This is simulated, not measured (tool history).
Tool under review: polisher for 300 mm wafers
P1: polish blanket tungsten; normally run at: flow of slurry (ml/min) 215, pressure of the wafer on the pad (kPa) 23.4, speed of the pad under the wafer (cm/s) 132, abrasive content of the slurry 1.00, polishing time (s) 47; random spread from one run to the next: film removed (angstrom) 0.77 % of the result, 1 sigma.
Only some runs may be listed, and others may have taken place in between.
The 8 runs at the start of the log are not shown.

run,hour,flow of slurry (ml/min),pressure of the wafer on the pad (kPa),speed of the pad under the wafer (cm/s),abrasive content of the slurry,polishing time (s),film removed (angstrom)
9,51.3,215,23.4,132,1.45,47,3051.9
10,55.2,215,13.1,132,1.00,47,1554.5
11,60.7,215,23.4,132,1.00,21,1240.8
12,63.8,215,23.4,132,1.00,47,2820.1
13,67.1,330,23.4,132,1.00,47,2959.6
# hour 71.9: slurry nozzle cleaned
14,72.4,215,23.4,132,1.00,47,2801.2
15,78.1,215,23.4,92,1.00,34,1427.8
16,81.2,215,23.4,132,0.50,47,2426.3
17,86.2,215,23.4,132,1.00,47,2828.1

Predict the results of run 18:
18,90.4,215,23.4,132,1.00,47,?

{"run 18": {"film removed (angstrom)": 2818.4}}

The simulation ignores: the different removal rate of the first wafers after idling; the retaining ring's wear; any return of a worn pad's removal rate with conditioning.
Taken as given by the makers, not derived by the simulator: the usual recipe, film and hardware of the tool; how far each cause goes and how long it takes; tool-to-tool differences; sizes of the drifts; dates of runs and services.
